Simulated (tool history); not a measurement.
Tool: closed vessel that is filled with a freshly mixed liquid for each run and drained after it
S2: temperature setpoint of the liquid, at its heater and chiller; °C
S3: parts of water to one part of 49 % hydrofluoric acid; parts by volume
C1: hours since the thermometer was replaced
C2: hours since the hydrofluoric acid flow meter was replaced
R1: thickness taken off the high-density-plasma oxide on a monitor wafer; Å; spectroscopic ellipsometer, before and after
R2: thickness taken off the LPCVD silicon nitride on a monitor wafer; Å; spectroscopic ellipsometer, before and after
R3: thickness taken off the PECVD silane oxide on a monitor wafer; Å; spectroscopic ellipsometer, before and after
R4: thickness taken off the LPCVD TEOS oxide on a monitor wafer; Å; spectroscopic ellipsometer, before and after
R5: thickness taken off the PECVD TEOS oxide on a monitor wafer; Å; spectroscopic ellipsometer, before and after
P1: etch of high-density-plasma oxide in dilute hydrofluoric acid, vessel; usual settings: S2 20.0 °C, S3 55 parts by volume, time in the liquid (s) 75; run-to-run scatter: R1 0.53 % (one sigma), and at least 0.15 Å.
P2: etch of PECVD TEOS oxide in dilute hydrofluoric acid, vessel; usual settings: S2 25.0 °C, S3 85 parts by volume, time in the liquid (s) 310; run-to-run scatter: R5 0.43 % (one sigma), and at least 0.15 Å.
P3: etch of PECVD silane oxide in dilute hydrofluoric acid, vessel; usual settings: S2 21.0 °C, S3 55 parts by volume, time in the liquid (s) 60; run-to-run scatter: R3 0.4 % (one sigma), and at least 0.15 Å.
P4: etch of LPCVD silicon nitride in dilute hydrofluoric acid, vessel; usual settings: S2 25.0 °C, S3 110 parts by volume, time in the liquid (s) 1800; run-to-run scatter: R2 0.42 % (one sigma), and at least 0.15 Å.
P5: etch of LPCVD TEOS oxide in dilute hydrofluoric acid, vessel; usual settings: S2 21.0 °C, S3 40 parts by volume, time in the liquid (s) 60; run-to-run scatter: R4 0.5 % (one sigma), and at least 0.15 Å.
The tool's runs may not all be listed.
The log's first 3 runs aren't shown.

run 4 hour=43.8 | process_that_ran=P4 S2=17.0 S3=110 time_in_the_liquid_(s)=1800 | C1=835.9 C2=882.8 | R2=52.836
run 5 hour=51.2 | process_that_ran=P3 S2=21.0 S3=55 time_in_the_liquid_(s)=60 | C1=843.3 C2=890.2 | R3=399.95
run 6 hour=57.8 | process_that_ran=P1 S2=20.0 S3=55 time_in_the_liquid_(s)=75 | C1=849.9 C2=896.8 | R1=60.405
run 7 hour=69.9 | process_that_ran=P4 S2=25.0 S3=110 time_in_the_liquid_(s)=1800 | C1=862.0 C2=908.9 | R2=90.799
run 8 hour=77.6 | process_that_ran=P4 S2=25.0 S3=110 time_in_the_liquid_(s)=230 | C1=869.7 C2=916.6 | R2=11.369
run 9 hour=91.6 | process_that_ran=P1 S2=20.0 S3=55 time_in_the_liquid_(s)=75 | C1=883.7 C2=930.6 | R1=61.269
run 10 hour=98.5 | process_that_ran=P5 S2=21.0 S3=40 time_in_the_liquid_(s)=30 | C1=890.6 C2=937.5 | R4=220.83
run 11 hour=105.5 | process_that_ran=P2 S2=25.0 S3=85 time_in_the_liquid_(s)=310 | C1=897.6 C2=944.5 | R5=600.22
run 12 hour=120.4 | process_that_ran=P3 S2=17.0 S3=55 time_in_the_liquid_(s)=60 | C1=912.5 C2=959.4 | R3=338.53
run 13 hour=127.3 | process_that_ran=P1 S2=20.0 S3=20 time_in_the_liquid_(s)=75 | C1=919.4 C2=966.3 | R1=175.110
run 14 hour=141.6 | process_that_ran=P1 S2=20.0 S3=55 time_in_the_liquid_(s)=75 | C1=933.7 C2=980.6 | R1=61.571
run 15 hour=149.0 | process_that_ran=P1 S2=20.0 S3=95 time_in_the_liquid_(s)=75 | C1=941.1 C2=988.0 | R1=33.739
run 16 hour=156.8 | process_that_ran=P5 S2=21.0 S3=40 time_in_the_liquid_(s)=60 | C1=948.9 C2=995.8 | R4=439.99
run 17 hour=164.2 | process_that_ran=P2 S2=17.5 S3=85 time_in_the_liquid_(s)=310 | C1=956.3 C2=1003.2 | R5=440.69
run 18 hour=176.1 | process_that_ran=P3 S2=21.0 S3=55 time_in_the_liquid_(s)=30 | C1=968.2 C2=1015.1 | R3=199.98
run 19 hour=183.1 | process_that_ran=P1 S2=17.0 S3=55 time_in_the_liquid_(s)=75 | C1=975.2 C2=1022.1 | R1=54.356
run 20 hour=190.5 | process_that_ran=P3 S2=21.0 S3=55 time_in_the_liquid_(s)=60 | C1=982.6 C2=1029.5 | R3=397.70
run 21 hour=199.0 | process_that_ran=P3 S2=21.0 S3=25 time_in_the_liquid_(s)=60 | C1=991.1 C2=1038.0 | R3=910.64
run 22 hour=207.8 | process_that_ran=P1 S2=20.0 S3=55 time_in_the_liquid_(s)=30 | C1=999.9 C2=1046.8 | R1=24.075
run 23 hour=218.5 | process_that_ran=P1 S2=27.5 S3=55 time_in_the_liquid_(s)=40 | C1=1010.6 C2=1057.5 | R1=44.109
run 24 hour=233.5 | process_that_ran=P2 S2=25.0 S3=85 time_in_the_liquid_(s)=105 | C1=1025.6 C2=1072.5 | R5=201.53
run 25 hour=248.2 | process_that_ran=P5 S2=17.0 S3=40 time_in_the_liquid_(s)=60 | C1=1040.3 C2=1087.2 | R4=371.88
run 26 hour=258.1 | process_that_ran=P4 S2=25.0 S3=40 time_in_the_liquid_(s)=1800 | C1=1050.2 C2=1097.1 | R2=246.720
run 27 hour=269.3 | process_that_ran=P2 S2=25.0 S3=50 time_in_the_liquid_(s)=310 | C1=1061.4 C2=1108.3 | R5=1063.90
run 28 hour=279.5 | process_that_ran=P1 S2=24.5 S3=55 time_in_the_liquid_(s)=75 | C1=1071.6 C2=1118.5 | R1=73.761

The next listed run, before its measurement:
run 29 hour=286.6 | process_that_ran=P5 S2=21.0 S3=60 time_in_the_liquid_(s)=60 | C1=1078.7 C2=1125.6 | R4=?

Run 29 gave R4 285.73 Å.
